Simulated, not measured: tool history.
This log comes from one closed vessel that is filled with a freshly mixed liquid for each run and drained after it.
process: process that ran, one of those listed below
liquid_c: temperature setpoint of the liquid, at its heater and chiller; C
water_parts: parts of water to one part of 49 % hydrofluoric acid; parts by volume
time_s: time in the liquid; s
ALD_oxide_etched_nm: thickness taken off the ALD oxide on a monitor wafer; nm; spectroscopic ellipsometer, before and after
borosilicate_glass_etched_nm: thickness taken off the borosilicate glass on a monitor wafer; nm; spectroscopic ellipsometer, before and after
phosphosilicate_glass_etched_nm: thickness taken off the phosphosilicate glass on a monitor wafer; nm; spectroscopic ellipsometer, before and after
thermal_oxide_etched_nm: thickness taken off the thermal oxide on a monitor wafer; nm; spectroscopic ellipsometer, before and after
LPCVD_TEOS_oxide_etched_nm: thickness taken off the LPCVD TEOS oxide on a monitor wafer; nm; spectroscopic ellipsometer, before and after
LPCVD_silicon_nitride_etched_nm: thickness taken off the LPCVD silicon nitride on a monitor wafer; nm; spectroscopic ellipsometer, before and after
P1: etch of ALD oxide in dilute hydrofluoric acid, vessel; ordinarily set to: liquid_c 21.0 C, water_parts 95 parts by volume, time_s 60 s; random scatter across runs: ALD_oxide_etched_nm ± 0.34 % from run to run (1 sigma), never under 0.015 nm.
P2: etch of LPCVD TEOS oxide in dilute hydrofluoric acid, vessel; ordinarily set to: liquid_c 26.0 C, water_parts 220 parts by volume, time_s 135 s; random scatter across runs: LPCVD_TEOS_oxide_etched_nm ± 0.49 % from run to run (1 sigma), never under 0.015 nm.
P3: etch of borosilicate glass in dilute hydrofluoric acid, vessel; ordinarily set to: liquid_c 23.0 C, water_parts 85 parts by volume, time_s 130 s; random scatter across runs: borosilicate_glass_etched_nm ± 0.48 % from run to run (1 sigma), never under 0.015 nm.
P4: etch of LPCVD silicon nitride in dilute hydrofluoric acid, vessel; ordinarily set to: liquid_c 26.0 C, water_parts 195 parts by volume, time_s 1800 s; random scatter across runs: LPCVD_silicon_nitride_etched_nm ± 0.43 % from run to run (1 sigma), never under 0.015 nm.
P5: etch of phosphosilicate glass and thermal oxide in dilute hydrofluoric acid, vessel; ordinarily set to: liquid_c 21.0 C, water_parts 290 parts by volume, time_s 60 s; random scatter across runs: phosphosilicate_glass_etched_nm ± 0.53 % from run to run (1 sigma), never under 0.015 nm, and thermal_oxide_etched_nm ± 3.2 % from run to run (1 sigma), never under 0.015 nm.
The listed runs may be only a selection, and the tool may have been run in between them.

run,day,process,liquid_c,water_parts,time_s,ALD_oxide_etched_nm,borosilicate_glass_etched_nm,phosphosilicate_glass_etched_nm,thermal_oxide_etched_nm,LPCVD_TEOS_oxide_etched_nm,LPCVD_silicon_nitride_etched_nm
1,0.450,P1,21.0,95,60,9.8955,,,,,
2,1.008,P3,17.0,85,130,,26.1280,,,,
3,1.288,P5,21.0,45,60,,,216.440,5.38580,,
4,1.779,P1,21.0,95,60,9.8764,,,,,
5,2.062,P1,21.0,95,30,4.9550,,,,,
6,2.479,P1,21.0,155,60,5.6551,,,,,
7,2.746,P3,23.0,85,130,,33.2310,,,,
8,3.200,P3,23.0,85,30,,7.7037,,,,
9,3.554,P5,21.0,290,60,,,26.182,0.68510,,
10,3.908,P2,26.0,220,220,,,,,16.1830,
11,4.342,P1,21.0,175,30,2.4625,,,,,
12,4.662,P1,21.0,95,60,9.9194,,,,,
13,5.079,P1,17.0,95,60,8.3753,,,,,
14,5.342,P4,26.0,60,1800,,,,,,16.7440
15,5.888,P4,20.5,195,1800,,,,,,3.6524
16,6.408,P1,21.0,135,35,3.8753,,,,,
17,6.900,P1,21.0,30,60,33.8240,,,,,
18,7.383,P2,26.0,220,135,,,,,9.9971,
19,7.696,P2,26.0,45,135,,,,,60.1970,
20,8.242,P1,21.0,95,95,15.5860,,,,,
21,8.721,P5,17.0,290,60,,,22.309,0.58549,,
22,9.175,P1,21.0,95,60,9.8618,,,,,

What will run 23 give?
23,9.496,P2,20.0,220,135,,,,,?,

Run 23 produced LPCVD_TEOS_oxide_etched_nm 7.9992 nm.
